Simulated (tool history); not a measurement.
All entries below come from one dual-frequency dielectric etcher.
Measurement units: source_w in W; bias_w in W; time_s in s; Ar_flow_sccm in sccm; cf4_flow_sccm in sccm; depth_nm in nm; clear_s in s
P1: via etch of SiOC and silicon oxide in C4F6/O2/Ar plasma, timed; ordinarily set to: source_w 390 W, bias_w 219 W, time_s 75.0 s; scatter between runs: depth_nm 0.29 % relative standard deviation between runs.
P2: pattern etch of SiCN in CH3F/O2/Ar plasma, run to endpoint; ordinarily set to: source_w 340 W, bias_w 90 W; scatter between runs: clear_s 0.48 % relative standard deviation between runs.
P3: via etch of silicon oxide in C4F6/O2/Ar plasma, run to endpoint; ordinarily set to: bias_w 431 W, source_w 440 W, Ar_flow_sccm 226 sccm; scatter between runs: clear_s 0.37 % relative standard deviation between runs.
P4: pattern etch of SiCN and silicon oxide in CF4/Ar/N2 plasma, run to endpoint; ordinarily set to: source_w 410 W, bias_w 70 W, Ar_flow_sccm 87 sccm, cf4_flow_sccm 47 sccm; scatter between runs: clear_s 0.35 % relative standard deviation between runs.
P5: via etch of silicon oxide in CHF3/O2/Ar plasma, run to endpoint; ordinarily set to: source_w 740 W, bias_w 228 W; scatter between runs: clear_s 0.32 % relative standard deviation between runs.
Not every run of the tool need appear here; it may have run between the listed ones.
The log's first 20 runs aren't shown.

run,hour,process,source_w,bias_w,time_s,Ar_flow_sccm,cf4_flow_sccm,depth_nm,clear_s
21,228.1,P1,390,219,75.0,,,89.637,
22,242.1,P3,440,431,,155,,,18.060
23,249.5,P2,220,90,,,,,32.615
24,258.4,P1,250,219,75.0,,,75.780,
25,268.3,P1,390,167,75.0,,,81.534,
26,278.2,P1,490,219,95.0,,,124.140,
27,288.9,P1,390,219,75.0,,,89.713,
28,295.7,P2,340,63,,,,,31.797
29,306.5,P5,500,228,,,,,203.200
30,314.6,P4,410,70,,52,47,,19.930
31,321.2,P5,740,228,,,,,174.230
32,329.3,P4,410,70,,87,47,,21.493
33,337.1,P1,390,219,75.0,,,89.504,
34,344.2,P1,390,219,75.0,,,89.159,
35,351.5,P1,390,219,75.0,,,88.187,
36,358.5,P1,390,219,75.0,,,88.326,
37,367.8,P1,390,219,75.0,,,88.843,
# hour 372.4: wet clean of the chamber
38,380.3,P1,390,219,75.0,,,88.417,

The next listed run, before its measurement:
39,387.7,P1,390,219,75.0,,,?,

Run 39 came out at depth_nm 88.168 nm.
